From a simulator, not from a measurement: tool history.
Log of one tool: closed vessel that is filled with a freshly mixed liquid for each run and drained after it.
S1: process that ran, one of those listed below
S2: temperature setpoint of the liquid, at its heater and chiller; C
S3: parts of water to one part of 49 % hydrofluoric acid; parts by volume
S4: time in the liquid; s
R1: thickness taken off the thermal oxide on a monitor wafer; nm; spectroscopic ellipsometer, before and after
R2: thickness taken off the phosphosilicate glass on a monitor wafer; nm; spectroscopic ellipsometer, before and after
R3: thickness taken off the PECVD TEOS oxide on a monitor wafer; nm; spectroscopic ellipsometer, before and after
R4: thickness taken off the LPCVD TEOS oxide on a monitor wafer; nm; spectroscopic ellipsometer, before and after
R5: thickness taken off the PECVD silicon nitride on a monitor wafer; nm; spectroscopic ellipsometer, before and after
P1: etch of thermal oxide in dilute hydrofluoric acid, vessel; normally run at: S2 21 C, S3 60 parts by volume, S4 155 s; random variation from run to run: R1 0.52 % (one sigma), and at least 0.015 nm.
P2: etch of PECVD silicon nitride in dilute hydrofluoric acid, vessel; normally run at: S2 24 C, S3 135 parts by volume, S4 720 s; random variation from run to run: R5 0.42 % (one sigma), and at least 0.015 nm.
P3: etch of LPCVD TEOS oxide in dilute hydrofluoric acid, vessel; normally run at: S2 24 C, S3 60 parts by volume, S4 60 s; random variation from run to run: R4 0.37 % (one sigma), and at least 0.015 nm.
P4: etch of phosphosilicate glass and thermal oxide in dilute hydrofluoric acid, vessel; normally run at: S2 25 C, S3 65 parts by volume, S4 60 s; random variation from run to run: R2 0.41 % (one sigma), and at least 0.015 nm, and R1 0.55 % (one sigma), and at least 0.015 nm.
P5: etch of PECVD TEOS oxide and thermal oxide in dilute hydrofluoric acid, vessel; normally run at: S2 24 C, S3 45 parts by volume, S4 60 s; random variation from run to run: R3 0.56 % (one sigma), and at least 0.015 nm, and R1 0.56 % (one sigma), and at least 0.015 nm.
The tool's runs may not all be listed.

run   hour  S1  S2   S3   S4       R1       R2      R3      R4      R5
  1   11.4  P1  21   60  155  11.2310
  2   25.0  P4  25   65   60   4.7303  103.300
  3   37.7  P4  25   25   60  12.8360  284.960
  4   52.1  P4  19   65   60   3.6772   81.005
  5   62.3  P1  21  105   30   1.1727
  6   72.7  P1  21   25  155  28.2240
  7   87.2  P1  17   60  155   9.6214
  8   97.6  P5  24   45   60   6.4504           23.135
  9  108.0  P1  21   60  155  11.3250
 10  121.3  P5  24   25   60  11.7970           42.519
 11  133.0  P1  21   60   30   2.1768
 12  147.0  P1  21   60  155  11.2870
 13  160.8  P3  29   60   60                            31.692
 14  168.8  P1  28   60  155  15.0400
 15  179.1  P4  25   65   30   2.3251   52.226
 16  192.9  P1  21  100  155   6.4803
 17  199.4  P3  24   35   60                            45.591
 18  211.9  P5  24   45   30   3.2092           11.477
 19  225.6  P2  24  135  720                                    30.279
 20  234.5  P1  21  100  225   9.3976
 21  244.9  P2  24   55  720                                    73.568
 22  259.6  P5  30   45   60   8.1851           29.117
 23  268.6  P1  21   60  155  11.4220
 24  281.4  P3  24   60   60                            25.891
 25  291.3  P1  21   60  155  11.3580
 26  303.0  P4  25   65   60   4.6404  103.460
 27  312.2  P1  21   60  270  19.6600
 28  320.2  P3  24   60   60                            25.975
 29  332.1  P1  21   60  155  11.2530
 30  346.3  P2  29  135  720                                    41.628
 31  359.6  P2  24  135  350                                    14.631
 32  368.8  P5  24   45   60   6.3602           22.868
 33  377.7  P3  24   60   85                            36.609
 34  384.1  P1  21   60  155  11.1690
 35  393.7  P1  21   60  155  11.0120
 36  405.2  P1  21   60  155  10.7050
 37  418.1  P1  21   60  155  10.7070
 38  424.9  P1  21   60  155  10.5670
 39  434.4  P1  21   60  155  10.4410
 40  449.1  P1  21   60  155  10.4900

What P1 gives has crept away from where it was. These 2 causes fit the log equally well, each at the size given:
A: hydrofluoric acid flow below the setpoint (%) = 6.16
B: liquid colder than its thermometer reads (K) = 1.63
The creep began at about hour 384.1.

4 check runs are offered, one wafer each, their results left as question marks. Which one tells the causes apart?
check 1  463.8  P3  24   60   60               ?
check 2  463.8  P2  24  135  720                   ?
check 3  463.8  P4  25   65   60   ?   ?
check 4  463.8  P5  24   45   60   ?       ?

What each check would give under each cause:
  check  result    if A    if B
check 1      R4  24.127  24.170
check 2      R5  28.421  27.206
check 3      R1  4.3730  4.3865
check 3      R2  96.881  97.181
check 4      R1  6.0157  6.0136
check 4      R3  21.539  21.531
How far apart the two closest causes lie, in the result that separates them most: check 1 0.17 %; check 2 4.37 %; check 3 0.31 %; check 4 0.04 %
Check 2 tells the causes apart: in the others they would give nearly the same result.

Check 2 was then run and gave: R5 28.371 nm. Which cause is it?

It is A: hydrofluoric acid flow below the setpoint (%).

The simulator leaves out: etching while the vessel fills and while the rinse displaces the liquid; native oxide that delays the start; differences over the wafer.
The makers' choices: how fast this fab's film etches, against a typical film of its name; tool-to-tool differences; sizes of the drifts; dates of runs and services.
